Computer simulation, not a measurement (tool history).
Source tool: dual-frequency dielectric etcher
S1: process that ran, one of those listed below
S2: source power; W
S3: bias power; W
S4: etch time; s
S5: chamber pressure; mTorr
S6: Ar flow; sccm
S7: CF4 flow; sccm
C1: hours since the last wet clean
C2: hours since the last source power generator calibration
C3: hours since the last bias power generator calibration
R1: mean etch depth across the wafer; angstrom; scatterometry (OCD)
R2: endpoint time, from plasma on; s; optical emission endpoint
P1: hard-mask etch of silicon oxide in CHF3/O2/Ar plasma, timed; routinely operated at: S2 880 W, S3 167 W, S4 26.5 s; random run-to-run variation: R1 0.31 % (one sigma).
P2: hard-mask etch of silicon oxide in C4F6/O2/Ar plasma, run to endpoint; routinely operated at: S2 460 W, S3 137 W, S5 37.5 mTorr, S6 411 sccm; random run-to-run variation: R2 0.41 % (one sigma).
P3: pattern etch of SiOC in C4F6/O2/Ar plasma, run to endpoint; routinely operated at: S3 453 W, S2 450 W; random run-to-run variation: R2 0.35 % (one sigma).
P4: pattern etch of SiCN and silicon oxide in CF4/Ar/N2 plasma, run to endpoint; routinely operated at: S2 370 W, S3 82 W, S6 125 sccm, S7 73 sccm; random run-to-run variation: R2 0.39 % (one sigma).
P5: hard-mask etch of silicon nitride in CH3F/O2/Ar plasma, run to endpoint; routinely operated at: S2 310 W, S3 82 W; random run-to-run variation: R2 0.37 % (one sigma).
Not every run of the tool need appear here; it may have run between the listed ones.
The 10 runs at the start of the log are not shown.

run,hour,S1,S2,S3,S4,S5,S6,S7,C1,C2,C3,R1,R2
11,124.3,P1,880,202,20,,,,561.1,2361.2,1700,464.46,
12,141,P4,370,52,,,125,73,577.8,2377.9,1716.7,,24.436
13,155.4,P4,370,82,,,125,87,592.2,2392.3,1731.1,,20.448
14,171.2,P2,640,137,,37.5,411,,608,2408.1,1746.9,,47.802
15,185.1,P1,1230,167,26.5,,,,621.9,2422,1760.8,656.08,
16,198.7,P1,880,167,26.5,,,,635.5,2435.6,1774.4,578.47,
17,208.3,P2,460,137,,37.5,494,,645.1,2445.2,1784,,56.244
18,224.6,P4,370,82,,,99,73,661.4,2461.5,1800.3,,20.194
19,243.2,P2,460,182,,37.5,411,,680,2480.1,1818.9,,50.513
20,256.6,P1,610,167,26.5,,,,693.4,2493.5,1832.3,504.51,
21,273,P1,880,231,21,,,,709.8,2509.9,1848.7,511.84,
22,282.8,P1,880,220,26.5,,,,719.6,2519.7,1858.5,633.55,
# hour 288: wet clean of the chamber
23,295.9,P1,880,105,26.5,,,,7.9,2532.8,1871.6,501.54,
24,309,P4,470,82,,,125,73,21,2545.9,1884.7,,16.895
25,317.3,P5,310,51,,,,,29.3,2554.2,1893,,59.829
26,335.2,P1,880,167,26.5,,,,47.2,2572.1,1910.9,576.26,
27,346.6,P5,310,82,,,,,58.6,2583.5,1922.3,,50.626
28,355.7,P4,370,82,,,125,73,67.7,2592.6,1931.4,,20.961
29,372.5,P3,450,279,,,,,84.5,2609.4,1948.2,,10.707
30,391,P3,450,453,,,,,103,2627.9,1966.7,,9.0769
31,406.8,P1,880,167,26.5,,,,118.8,2643.7,1982.5,576.81,

Forecast run 32:
32,418.7,P1,880,167,26.5,,,,130.7,2655.6,1994.4,?,

Logged for run 32: R1 573.99 angstrom.
